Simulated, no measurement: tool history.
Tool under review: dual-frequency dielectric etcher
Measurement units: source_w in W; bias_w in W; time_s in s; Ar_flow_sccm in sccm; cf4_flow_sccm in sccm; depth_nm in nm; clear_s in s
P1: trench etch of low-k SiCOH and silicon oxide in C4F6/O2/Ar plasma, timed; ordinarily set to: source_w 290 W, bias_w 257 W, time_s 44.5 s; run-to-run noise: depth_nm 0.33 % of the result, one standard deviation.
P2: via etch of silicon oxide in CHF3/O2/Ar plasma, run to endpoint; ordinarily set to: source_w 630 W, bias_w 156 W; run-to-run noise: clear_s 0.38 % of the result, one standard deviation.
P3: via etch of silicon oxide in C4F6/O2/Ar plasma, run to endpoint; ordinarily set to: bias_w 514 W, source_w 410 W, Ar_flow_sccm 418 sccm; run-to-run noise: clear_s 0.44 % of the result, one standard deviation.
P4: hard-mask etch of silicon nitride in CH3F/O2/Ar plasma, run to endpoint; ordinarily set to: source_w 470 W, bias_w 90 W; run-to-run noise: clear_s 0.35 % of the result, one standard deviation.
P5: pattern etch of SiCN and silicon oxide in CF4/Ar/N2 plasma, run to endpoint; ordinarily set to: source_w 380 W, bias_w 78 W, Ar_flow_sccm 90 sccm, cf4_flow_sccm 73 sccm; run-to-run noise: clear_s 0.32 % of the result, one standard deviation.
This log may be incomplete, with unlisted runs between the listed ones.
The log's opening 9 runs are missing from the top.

run   hour  process  source_w  bias_w  time_s  Ar_flow_sccm  cf4_flow_sccm  hours since the last wet clean  hours since the last source power generator calibration  hours since the last bias power generator calibration  depth_nm  clear_s
 10  119.4       P1       290     257    44.5                                                        256.4                                                   3048.2                                                   1896    145.52
 11  131.8       P3       410     514                   292                                          268.8                                                   3060.6                                                 1908.4             36.947
 12  147.2       P4       470      90                                                                284.2                                                     3076                                                 1923.8             63.552
 13  162.3       P2       630     156                                                                299.3                                                   3091.1                                                 1938.9             245.68
 14  178.5       P5       550      78                    90             73                           315.5                                                   3107.3                                                 1955.1             10.198
 15  193.6       P1       290     257      26                                                        330.6                                                   3122.4                                                 1970.2    84.439
 16  207.2       P1       290     257    44.5                                                        344.2                                                     3136                                                 1983.8    144.82
 17    220       P3       410     514                   418                                            357                                                   3148.8                                                 1996.6              38.77
 18    234       P5       380      78                    90             73                             371                                                   3162.8                                                 2010.6             14.103
 19  247.6       P1       290     355      54                                                        384.6                                                   3176.4                                                 2024.2    198.14
 20  256.3       P2       500     156                                                                393.3                                                   3185.1                                                 2032.9             267.03
 21  265.6       P4       640      90                                                                402.6                                                   3194.4                                                 2042.2             56.656

What will run 22 give?
 22  275.5       P3       410     514                   418                                          412.5                                                   3204.3                                                 2052.1                  ?

clear_s: 38.47 s
